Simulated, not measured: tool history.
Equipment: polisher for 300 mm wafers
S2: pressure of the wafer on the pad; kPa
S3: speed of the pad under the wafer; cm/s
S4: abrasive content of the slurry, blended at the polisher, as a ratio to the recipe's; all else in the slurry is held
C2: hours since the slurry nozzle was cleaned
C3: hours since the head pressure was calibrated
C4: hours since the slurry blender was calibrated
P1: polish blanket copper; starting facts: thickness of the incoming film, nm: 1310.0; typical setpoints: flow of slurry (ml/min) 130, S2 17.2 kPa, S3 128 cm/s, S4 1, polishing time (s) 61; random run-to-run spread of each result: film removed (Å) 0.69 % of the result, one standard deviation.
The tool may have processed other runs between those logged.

Run 1, hour 4.3: flow of slurry (ml/min) 130, S2 17.2 kPa, S3 128 cm/s, S4 1, polishing time (s) 61; wafers polished on this pad 341; C2 361.9; C3 815.1; C4 295.4. Result: film removed (Å) 1940.6.
Run 2, hour 8.1: flow of slurry (ml/min) 130, S2 17.2 kPa, S3 128 cm/s, S4 1, polishing time (s) 61; wafers polished on this pad 372; C2 365.7; C3 818.9; C4 299.2. Result: film removed (Å) 1964.2.
Run 3, hour 12: flow of slurry (ml/min) 130, S2 17.2 kPa, S3 58 cm/s, S4 1, polishing time (s) 61; wafers polished on this pad 403; C2 369.6; C3 822.8; C4 303.1. Result: film removed (Å) 890.65.
Run 4, hour 15.5: flow of slurry (ml/min) 200, S2 17.2 kPa, S3 128 cm/s, S4 1, polishing time (s) 61; wafers polished on this pad 432; C2 373.1; C3 826.3; C4 306.6. Result: film removed (Å) 2104.5.
Run 5, hour 18.6: flow of slurry (ml/min) 130, S2 17.2 kPa, S3 200 cm/s, S4 1, polishing time (s) 61; wafers polished on this pad 457; C2 376.2; C3 829.4; C4 309.7. Result: film removed (Å) 3043.9.
Run 6, hour 23.1: flow of slurry (ml/min) 130, S2 17.2 kPa, S3 128 cm/s, S4 1, polishing time (s) 61; wafers polished on this pad 494; C2 380.7; C3 833.9; C4 314.2. Result: film removed (Å) 1968.2.
Run 7, hour 27.6: flow of slurry (ml/min) 80, S2 17.2 kPa, S3 128 cm/s, S4 1.45, polishing time (s) 61; wafers polished on this pad 530; C2 385.2; C3 838.4; C4 318.7. Result: film removed (Å) 1885.9.
Run 8, hour 30.7: flow of slurry (ml/min) 130, S2 17.2 kPa, S3 128 cm/s, S4 0.7, polishing time (s) 61; wafers polished on this pad 555; C2 388.3; C3 841.5; C4 321.8. Result: film removed (Å) 1801.8.
Run 9, hour 35.8: flow of slurry (ml/min) 130, S2 17.2 kPa, S3 128 cm/s, S4 1, polishing time (s) 29; wafers polished on this pad 597; C2 393.4; C3 846.6; C4 326.9. Result: film removed (Å) 935.71.
Run 10, hour 40.5: flow of slurry (ml/min) 130, S2 17.2 kPa, S3 128 cm/s, S4 1, polishing time (s) 89; wafers polished on this pad 635; C2 398.1; C3 851.3; C4 331.6. Result: film removed (Å) 2843.
Run 11, hour 43.5: flow of slurry (ml/min) 130, S2 17.2 kPa, S3 128 cm/s, S4 1, polishing time (s) 61; wafers polished on this pad 659; C2 401.1; C3 854.3; C4 334.6. Result: film removed (Å) 1947.2.
Run 12, hour 48.4: flow of slurry (ml/min) 130, S2 17.2 kPa, S3 128 cm/s, S4 1, polishing time (s) 61; wafers polished on this pad 699; C2 406; C3 859.2; C4 339.5. Result: film removed (Å) 1983.6.
Run 13, hour 50.9: flow of slurry (ml/min) 80, S2 17.2 kPa, S3 128 cm/s, S4 1, polishing time (s) 61; wafers polished on this pad 719; C2 408.5; C3 861.7; C4 342. Result: film removed (Å) 1716.8.
Run 14, hour 54.3: flow of slurry (ml/min) 85, S2 17.2 kPa, S3 180 cm/s, S4 1, polishing time (s) 61; wafers polished on this pad 747; C2 411.9; C3 865.1; C4 345.4. Result: film removed (Å) 2465.3.
Run 15, hour 58.8: flow of slurry (ml/min) 130, S2 17.2 kPa, S3 186 cm/s, S4 1, polishing time (s) 89; wafers polished on this pad 783; C2 416.4; C3 869.6; C4 349.9. Result: film removed (Å) 4071.2.
Run 16, hour 63.2: flow of slurry (ml/min) 130, S2 17.2 kPa, S3 128 cm/s, S4 1.45, polishing time (s) 61; wafers polished on this pad 819; C2 420.8; C3 874; C4 354.3. Result: film removed (Å) 2120.9.
Run 17, hour 68.3: flow of slurry (ml/min) 130, S2 17.2 kPa, S3 128 cm/s, S4 1, polishing time (s) 61; wafers polished on this pad 861; C2 425.9; C3 879.1; C4 359.4. Result: film removed (Å) 1964.2.
Run 18, hour 71.9: flow of slurry (ml/min) 130, S2 26.9 kPa, S3 128 cm/s, S4 1, polishing time (s) 61; wafers polished on this pad 890; C2 429.5; C3 882.7; C4 363. Result: film removed (Å) 3065.6.
Run 19, hour 76.2: flow of slurry (ml/min) 130, S2 12.4 kPa, S3 128 cm/s, S4 1, polishing time (s) 61; wafers polished on this pad 925; C2 433.8; C3 887; C4 367.3. Result: film removed (Å) 1419.4.
Run 20, hour 81.3: flow of slurry (ml/min) 130, S2 17.2 kPa, S3 128 cm/s, S4 1, polishing time (s) 61; wafers polished on this pad 966; C2 438.9; C3 892.1; C4 372.4. Result: film removed (Å) 1963.3.
Run 21, hour 84: flow of slurry (ml/min) 130, S2 17.2 kPa, S3 128 cm/s, S4 1, polishing time (s) 61; wafers polished on this pad 988; C2 441.6; C3 894.8; C4 375.1. Result: film removed (Å) 1907.7.
Run 22, hour 87.3: flow of slurry (ml/min) 130, S2 17.2 kPa, S3 128 cm/s, S4 1, polishing time (s) 61; wafers polished on this pad 1015; C2 444.9; C3 898.1; C4 378.4. Result: film removed (Å) 1871.
Run 23, hour 92.6: flow of slurry (ml/min) 130, S2 17.2 kPa, S3 128 cm/s, S4 1, polishing time (s) 61; wafers polished on this pad 1058; C2 450.2; C3 903.4; C4 383.7. Result: film removed (Å) 1823.

Run 24 comes next. What will it give?
Run 24, hour 95.6: flow of slurry (ml/min) 130, S2 17.2 kPa, S3 128 cm/s, S4 1, polishing time (s) 61; wafers polished on this pad 1082; C2 453.2; C3 906.4; C4 386.7. Result: film removed (Å) ?.

{"run 24": {"film removed (Å)": 1805.6}}
